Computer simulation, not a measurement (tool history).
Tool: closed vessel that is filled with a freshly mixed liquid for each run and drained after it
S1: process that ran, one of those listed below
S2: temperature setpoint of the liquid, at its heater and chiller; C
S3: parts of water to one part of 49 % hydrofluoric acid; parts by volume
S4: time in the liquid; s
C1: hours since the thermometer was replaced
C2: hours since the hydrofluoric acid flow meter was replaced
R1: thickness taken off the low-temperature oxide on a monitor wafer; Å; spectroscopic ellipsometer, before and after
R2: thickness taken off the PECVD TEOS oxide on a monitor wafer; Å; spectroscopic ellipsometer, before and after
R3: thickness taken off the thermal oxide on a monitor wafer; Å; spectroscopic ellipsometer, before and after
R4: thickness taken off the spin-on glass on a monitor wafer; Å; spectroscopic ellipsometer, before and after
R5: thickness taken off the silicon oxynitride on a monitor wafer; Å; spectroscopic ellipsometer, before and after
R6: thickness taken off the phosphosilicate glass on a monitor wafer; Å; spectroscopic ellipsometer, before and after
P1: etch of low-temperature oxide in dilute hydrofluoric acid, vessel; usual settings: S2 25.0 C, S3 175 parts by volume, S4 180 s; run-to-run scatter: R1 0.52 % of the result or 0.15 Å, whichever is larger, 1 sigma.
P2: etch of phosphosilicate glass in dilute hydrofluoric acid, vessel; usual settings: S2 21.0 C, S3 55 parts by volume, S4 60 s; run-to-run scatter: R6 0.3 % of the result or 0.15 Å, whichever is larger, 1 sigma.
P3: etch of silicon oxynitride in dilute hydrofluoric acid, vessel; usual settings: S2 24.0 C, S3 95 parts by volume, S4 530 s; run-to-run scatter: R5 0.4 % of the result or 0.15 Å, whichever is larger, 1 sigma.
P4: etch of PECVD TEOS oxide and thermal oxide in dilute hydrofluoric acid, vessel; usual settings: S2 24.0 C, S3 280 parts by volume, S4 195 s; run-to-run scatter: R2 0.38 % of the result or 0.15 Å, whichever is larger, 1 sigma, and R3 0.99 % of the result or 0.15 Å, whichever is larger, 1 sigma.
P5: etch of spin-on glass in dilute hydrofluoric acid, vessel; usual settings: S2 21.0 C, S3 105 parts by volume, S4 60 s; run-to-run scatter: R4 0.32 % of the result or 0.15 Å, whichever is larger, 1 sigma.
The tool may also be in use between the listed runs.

run,hour,S1,S2,S3,S4,C1,C2,R1,R2,R3,R4,R5,R6
1,7.0,P1,25.0,175,180,904.5,207.3,189.590,,,,,
2,15.5,P4,17.0,280,195,913.0,215.8,,71.016,20.672,,,
3,26.2,P1,25.0,315,180,923.7,226.5,90.787,,,,,
4,39.5,P5,21.0,175,60,937.0,239.8,,,,176.15,,
5,46.3,P3,17.0,95,530,943.8,246.6,,,,,182.870,
6,57.3,P3,24.0,95,530,954.8,257.6,,,,,254.750,
7,65.1,P4,24.0,280,195,962.6,265.4,,92.360,26.677,,,
8,77.7,P5,21.0,105,60,975.2,278.0,,,,316.81,,
9,90.1,P2,29.5,55,60,987.6,290.4,,,,,,868.22
10,99.7,P1,30.5,305,180,997.2,300.0,113.840,,,,,
11,106.3,P1,19.5,175,350,1003.8,306.6,297.900,,,,,
12,117.0,P1,25.0,175,180,1014.5,317.3,187.640,,,,,
13,125.6,P1,25.0,175,180,1023.1,325.9,188.280,,,,,
14,132.2,P3,24.0,55,530,1029.7,332.5,,,,,460.220,
15,144.9,P5,21.0,105,30,1042.4,345.2,,,,157.61,,
16,155.7,P1,25.0,175,180,1053.2,356.0,188.810,,,,,
17,167.9,P1,21.5,175,180,1065.4,368.2,164.530,,,,,
18,178.0,P1,25.0,175,290,1075.5,378.3,302.090,,,,,
19,190.7,P2,21.0,95,60,1088.2,391.0,,,,,,340.05
20,201.9,P3,24.0,95,140,1099.4,402.2,,,,,67.788,
21,210.2,P4,24.0,50,195,1107.7,410.5,,668.520,194.620,,,
22,216.2,P1,25.0,55,180,1113.7,416.5,694.850,,,,,
23,223.4,P1,25.0,175,55,1120.9,423.7,57.431,,,,,
24,235.9,P2,21.0,55,100,1133.4,436.2,,,,,,1026.60
25,243.2,P5,21.0,105,60,1140.7,443.5,,,,314.55,,
26,250.6,P4,24.0,280,285,1148.1,450.9,,135.650,39.664,,,
27,259.0,P3,24.0,95,530,1156.5,459.3,,,,,257.570,
28,272.3,P2,21.0,55,60,1169.8,472.6,,,,,,615.36
29,278.4,P1,25.0,175,180,1175.9,478.7,187.500,,,,,
30,284.7,P1,31.5,175,180,1182.2,485.0,238.290,,,,,
31,292.6,P5,29.0,105,60,1190.1,492.9,,,,430.02,,
32,299.5,P1,25.0,280,335,1197.0,499.8,196.160,,,,,
33,307.9,P1,25.0,175,180,1205.4,508.2,187.710,,,,,
34,314.8,P1,25.0,175,180,1212.3,515.1,191.770,,,,,
35,322.9,P1,25.0,175,180,1220.4,523.2,195.640,,,,,
36,332.2,P1,25.0,175,180,1229.7,532.5,197.340,,,,,
37,343.9,P1,25.0,175,180,1241.4,544.2,201.240,,,,,
38,355.6,P1,25.0,175,180,1253.1,555.9,202.680,,,,,
39,363.3,P1,25.0,175,180,1260.8,563.6,203.620,,,,,
40,372.9,P1,25.0,175,180,1270.4,573.2,203.130,,,,,
41,381.4,P1,25.0,175,180,1278.9,581.7,203.800,,,,,
42,392.4,P1,25.0,175,180,1289.9,592.7,205.450,,,,,
43,405.6,P1,25.0,175,180,1303.1,605.9,204.730,,,,,
44,415.1,P1,25.0,175,180,1312.6,615.4,204.810,,,,,

What P1 gives has crept away from where it was. These 2 causes fit the log equally well, each at the size given:
A: hydrofluoric acid flow above the setpoint (%) = 7.43
B: liquid hotter than its thermometer reads (K) = 2.33
The creep began at about hour 307.9.

4 check runs are offered, one wafer each, their results left as question marks. Which one tells the causes apart?
check 1,424.6,P2,29.0,95,60,,,,,,,,?
check 2,424.6,P5,21.0,160,30,,,,,,?,,
check 3,424.6,P3,17.0,65,530,,,,,,,?,
check 4,424.6,P4,24.0,140,275,,,,?,?,,,

What each check would give under each cause:
check,result,if A,if B
check 1,R6,505.69,509.12
check 2,R4,106.20,106.92
check 3,R5,292.370,305.320
check 4,R2,328.910,330.790
check 4,R3,95.752,96.302
How far apart the two closest causes lie, in the result that separates them most: check 1 0.67 %; check 2 0.67 %; check 3 4.33 %; check 4 0.57 %
Only check 3 tells the causes apart: in the others they would give nearly the same result.

Check 3 was then run and gave: R5 306.380 Å. Which cause is it?

It is B: liquid hotter than its thermometer reads (K).

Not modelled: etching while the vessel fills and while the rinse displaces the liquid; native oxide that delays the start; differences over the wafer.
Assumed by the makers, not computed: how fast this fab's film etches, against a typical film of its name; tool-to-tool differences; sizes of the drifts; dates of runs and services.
